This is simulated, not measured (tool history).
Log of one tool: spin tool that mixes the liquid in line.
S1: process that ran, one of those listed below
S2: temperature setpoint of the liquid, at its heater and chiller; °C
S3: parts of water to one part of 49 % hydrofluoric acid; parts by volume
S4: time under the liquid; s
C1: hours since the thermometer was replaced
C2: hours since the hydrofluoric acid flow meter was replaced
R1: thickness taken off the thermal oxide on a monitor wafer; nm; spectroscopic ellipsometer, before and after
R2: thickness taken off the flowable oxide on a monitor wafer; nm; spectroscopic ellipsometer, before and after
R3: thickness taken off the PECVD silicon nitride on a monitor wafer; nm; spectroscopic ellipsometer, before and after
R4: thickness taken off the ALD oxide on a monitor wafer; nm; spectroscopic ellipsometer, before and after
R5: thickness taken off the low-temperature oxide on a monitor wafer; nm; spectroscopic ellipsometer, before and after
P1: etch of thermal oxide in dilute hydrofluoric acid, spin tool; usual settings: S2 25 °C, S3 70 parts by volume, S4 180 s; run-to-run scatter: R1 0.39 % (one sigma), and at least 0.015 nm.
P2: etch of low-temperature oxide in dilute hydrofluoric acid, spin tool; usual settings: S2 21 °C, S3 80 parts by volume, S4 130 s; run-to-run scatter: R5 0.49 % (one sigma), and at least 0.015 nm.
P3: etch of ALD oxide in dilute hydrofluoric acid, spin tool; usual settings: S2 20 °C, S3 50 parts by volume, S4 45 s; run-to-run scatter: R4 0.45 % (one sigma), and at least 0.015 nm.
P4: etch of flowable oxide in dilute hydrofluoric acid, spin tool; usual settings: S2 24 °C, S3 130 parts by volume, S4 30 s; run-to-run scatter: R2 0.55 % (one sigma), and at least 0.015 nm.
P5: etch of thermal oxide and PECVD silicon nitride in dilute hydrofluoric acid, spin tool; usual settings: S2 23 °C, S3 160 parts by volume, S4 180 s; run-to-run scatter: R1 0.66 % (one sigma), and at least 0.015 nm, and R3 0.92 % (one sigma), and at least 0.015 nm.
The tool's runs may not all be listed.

run   hour  S1    S2   S3   S4     C1     C2       R1      R2      R3      R4     R5
  1    8.3  P1    25   70  180  167.4  270.2   12.548
  2   18.6  P4    24  130   30  177.7  280.5           9.0334
  3   27.6  P5    29  160  180  186.7  289.5    5.493          3.3075
  4   39.1  P3    17   50   45  198.2    301                           6.9973
  5   52.7  P2    21   80  130  211.8  314.6                                   52.41
  6   66.4  P4    24  130   30  225.5  328.3           8.8811
  7     74  P2  28.5   80  130  233.1  335.9                                   70.66
  8   86.8  P5    23  160  295  245.9  348.7   7.3606          3.6619
  9   97.9  P4    24  130   15    257  359.8            4.457
 10  110.1  P1  20.5   70  180  269.2    372   10.403
 11  118.1  P3    20   50   15  277.2    380                           2.6756
 12  128.9  P1    25   70  180    288  390.8   12.507
 13  135.6  P1    25   70  315  294.7  397.5   21.811
 14  143.5  P4    31  130   30  302.6  405.4           11.522
 15  156.7  P5    23  160  180  315.8  418.6    4.441          2.3039
 16  165.6  P1    25   20  180  324.7  427.5   47.002
 17    174  P1    18   70   15  333.1  435.9  0.78825
       180  -- hydrofluoric acid flow meter replaced
 18  181.6  P1    25   70   75  340.7    1.6   5.2045
 19  191.9  P1    25   70  180    351   11.9   12.491
 20  204.1  P1  20.5   70  250  363.2   24.1   14.364
 21  217.9  P1    25  125  180    377   37.9    6.459
 22  225.1  P3    20   50   45  384.2   45.1                           7.9178
 23    236  P1    25   70  180  395.1     56   12.536

Forecast run 24:
 24  248.8  P2  21  25  130  407.9  68.8                   ?

R5: 178.75 nm
